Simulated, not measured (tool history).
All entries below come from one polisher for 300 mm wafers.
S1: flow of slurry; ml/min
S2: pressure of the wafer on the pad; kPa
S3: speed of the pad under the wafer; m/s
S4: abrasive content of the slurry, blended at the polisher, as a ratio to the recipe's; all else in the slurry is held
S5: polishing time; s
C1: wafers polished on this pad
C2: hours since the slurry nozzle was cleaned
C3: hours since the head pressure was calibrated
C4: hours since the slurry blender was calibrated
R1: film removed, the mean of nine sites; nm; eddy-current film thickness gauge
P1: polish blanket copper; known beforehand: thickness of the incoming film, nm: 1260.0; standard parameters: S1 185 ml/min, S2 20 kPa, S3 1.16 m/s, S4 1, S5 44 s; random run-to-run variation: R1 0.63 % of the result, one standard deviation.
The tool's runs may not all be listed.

| run | hour | S1 | S2 | S3 | S4 | S5 | C1 | C2 | C3 | C4 | R1 |
|---|---|---|---|---|---|---|---|---|---|---|---|
| 1 | 13.3 | 185 | 20 | 1.16 | 1 | 44 | 335 | 87.7 | 380.6 | 39.3 | 173.02 |
| 2 | 24 | 185 | 20 | 1.16 | 1 | 44 | 458 | 98.4 | 391.3 | 50 | 174.86 |
| 3 | 40 | 185 | 20 | 1.16 | 1 | 22 | 642 | 114.4 | 407.3 | 66 | 86.61 |
| 4 | 53.4 | 185 | 29.6 | 1.16 | 1 | 44 | 796 | 127.8 | 420.7 | 79.4 | 258.09 |
| 5 | 70.8 | 110 | 20 | 1.16 | 1 | 44 | 995 | 145.2 | 438.1 | 96.8 | 157.91 |
| 6 | 89.7 | 185 | 20 | 1.16 | 1.45 | 44 | 1212 | 164.1 | 457 | 115.7 | 188.36 |
| 7 | 104.9 | 185 | 20 | 1.76 | 1 | 44 | 1387 | 179.3 | 472.2 | 130.9 | 263.78 |
| 8 | 114.1 | 135 | 20 | 1.16 | 1 | 54 | 1492 | 188.5 | 481.4 | 140.1 | 200.51 |
| 9 | 126.9 | 185 | 20 | 1.16 | 1 | 44 | 1639 | 201.3 | 494.2 | 152.9 | 172.63 |
| 10 | 136.1 | 240 | 24.8 | 1.16 | 1 | 44 | 1745 | 210.5 | 503.4 | 162.1 | 225.31 |
| 11 | 147.7 | 185 | 20 | 1.16 | 1 | 44 | 1878 | 222.1 | 515 | 173.7 | 172.95 |
| 12 | 165.7 | 185 | 20 | 0.86 | 1 | 44 | 2084 | 240.1 | 533 | 191.7 | 127.99 |
| 13 | 177.5 | 295 | 20 | 1.16 | 1 | 44 | 2220 | 251.9 | 544.8 | 203.5 | 182.52 |
| 14 | 196.5 | 185 | 20 | 1.16 | 0.75 | 44 | 2438 | 270.9 | 563.8 | 222.5 | 161.68 |
| 15 | 214.1 | 185 | 9 | 1.16 | 1 | 44 | 2640 | 288.5 | 581.4 | 240.1 | 77.748 |
| 16 | 233 | 185 | 20 | 1.16 | 1 | 44 | 2857 | 307.4 | 600.3 | 259 | 171.98 |
| 17 | 251.4 | 185 | 20 | 1.16 | 1 | 44 | 3068 | 325.8 | 618.7 | 277.4 | 172.24 |
| 18 | 268 | 110 | 20 | 1.16 | 0.8 | 44 | 3258 | 342.4 | 635.3 | 294 | 149.75 |
| 19 | 278.1 | 185 | 20 | 1.16 | 1 | 69 | 3374 | 352.5 | 645.4 | 304.1 | 270.31 |
| 20 | 295.5 | 185 | 20 | 1.16 | 1 | 44 | 3574 | 369.9 | 662.8 | 321.5 | 173.12 |
| 21 | 311 | 185 | 20 | 1.16 | 1 | 44 | 3752 | 385.4 | 678.3 | 337 | 170 |

What does the tool deliver on the next run?
| 22 | 320.5 | 185 | 20 | 1.16 | 1 | 44 | 3861 | 394.9 | 687.8 | 346.5 | ? |

{"run 22": {"R1": 167.18}}
